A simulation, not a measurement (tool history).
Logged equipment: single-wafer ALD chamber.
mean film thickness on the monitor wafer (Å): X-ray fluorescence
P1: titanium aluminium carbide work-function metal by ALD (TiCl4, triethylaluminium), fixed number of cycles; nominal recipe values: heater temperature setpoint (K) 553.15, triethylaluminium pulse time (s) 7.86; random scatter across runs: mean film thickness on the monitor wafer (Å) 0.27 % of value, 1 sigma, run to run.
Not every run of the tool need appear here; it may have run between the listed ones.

| run | hour | heater temperature setpoint (K) | triethylaluminium pulse time (s) | hours since the last thermocouple change | hours since the last triethylaluminium bottle change | mean film thickness on the monitor wafer (Å) |
|---|---|---|---|---|---|---|
| 1 | 9 | 553.15 | 7.86 | 948.3 | 958.1 | 17.866 |
| 2 | 16 | 553.15 | 7.86 | 955.3 | 965.1 | 17.936 |
| 3 | 23.1 | 553.15 | 7.86 | 962.4 | 972.2 | 17.815 |
|  | 25.3 | thermocouple changed; heater temperature recalibrated |
| 4 | 28.9 | 553.15 | 7.86 | 3.6 | 978 | 17.881 |
| 5 | 38.9 | 571.15 | 3.84 | 13.6 | 988 | 15.172 |
| 6 | 50.2 | 553.15 | 2.95 | 24.9 | 999.3 | 12.242 |
| 7 | 57.8 | 528.15 | 7.86 | 32.5 | 1006.9 | 15.774 |
| 8 | 70 | 577.15 | 7.86 | 44.7 | 1019.1 | 19.935 |
| 9 | 78.8 | 553.15 | 11.36 | 53.5 | 1027.9 | 18.837 |
| 10 | 87 | 553.15 | 7.86 | 61.7 | 1036.1 | 17.921 |
| 11 | 92.8 | 553.15 | 7.86 | 67.5 | 1041.9 | 17.816 |
| 12 | 104.2 | 553.15 | 7.86 | 78.9 | 1053.3 | 17.672 |
| 13 | 112.3 | 553.15 | 7.86 | 87 | 1061.4 | 17.659 |
| 14 | 119.3 | 553.15 | 7.86 | 94 | 1068.4 | 17.51 |

Predict the results of run 15:
| 15 | 124.7 | 553.15 | 7.86 | 99.4 | 1073.8 | ? |

Run 15 gave mean film thickness on the monitor wafer (Å) 17.537.
